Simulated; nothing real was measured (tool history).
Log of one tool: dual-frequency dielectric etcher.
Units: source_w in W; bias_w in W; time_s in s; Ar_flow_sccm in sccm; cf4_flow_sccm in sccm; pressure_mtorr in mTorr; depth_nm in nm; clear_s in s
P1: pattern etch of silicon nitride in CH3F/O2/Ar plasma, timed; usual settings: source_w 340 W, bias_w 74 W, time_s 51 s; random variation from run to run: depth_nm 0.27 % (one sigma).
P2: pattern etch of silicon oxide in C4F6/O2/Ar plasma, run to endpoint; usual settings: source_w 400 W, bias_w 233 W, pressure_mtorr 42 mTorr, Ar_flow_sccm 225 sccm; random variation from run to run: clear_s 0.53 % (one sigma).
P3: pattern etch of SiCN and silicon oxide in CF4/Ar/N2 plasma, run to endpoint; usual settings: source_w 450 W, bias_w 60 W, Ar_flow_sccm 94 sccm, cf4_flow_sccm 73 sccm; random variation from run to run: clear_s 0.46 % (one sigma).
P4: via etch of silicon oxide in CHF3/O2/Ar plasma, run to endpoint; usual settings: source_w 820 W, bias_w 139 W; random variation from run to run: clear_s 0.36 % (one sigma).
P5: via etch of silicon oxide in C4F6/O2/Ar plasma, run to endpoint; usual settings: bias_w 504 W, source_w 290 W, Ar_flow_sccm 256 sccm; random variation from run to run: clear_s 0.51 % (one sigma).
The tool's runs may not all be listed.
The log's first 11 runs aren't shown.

run	hour	process	source_w	bias_w	time_s	Ar_flow_sccm	cf4_flow_sccm	pressure_mtorr	hours since the last wet clean	hours since the last source power generator calibration	hours since the last bias power generator calibration	depth_nm	clear_s
12	77.2	P2	400	170		225		42	232.3	833.7	2918.2		12.898
13	85.3	P1	280	74	51				240.4	841.8	2926.3	32.242	
14	90.4	P4	820	97					245.5	846.9	2931.4		288.650
15	97.5	P5	290	292		256			252.6	854.0	2938.5		29.112
16	105.1	P1	430	74	51				260.2	861.6	2946.1	38.084	
17	111.6	P2	400	233		134		42	266.7	868.1	2952.6		11.073
18	119.1	P1	340	87	51				274.2	875.6	2960.1	36.784	
19	125.3	P1	340	74	51				280.4	881.8	2966.3	34.924	
20	133.3	P2	400	233		225		42	288.4	889.8	2974.3		11.637
21	139.8	P1	340	74	51				294.9	896.3	2980.8	34.705	
22	144.5	P3	450	60		94	100		299.6	901.0	2985.5		12.567
23	151.9	P4	510	139					307.0	908.4	2992.9		312.890
24	156.0	P1	340	92	67				311.1	912.5	2997.0	49.319	

Run 25 comes next. What will it give?
25	162.8	P4	820	139					317.9	919.3	3003.8		?

Run 25 gave clear_s 259.990 s.
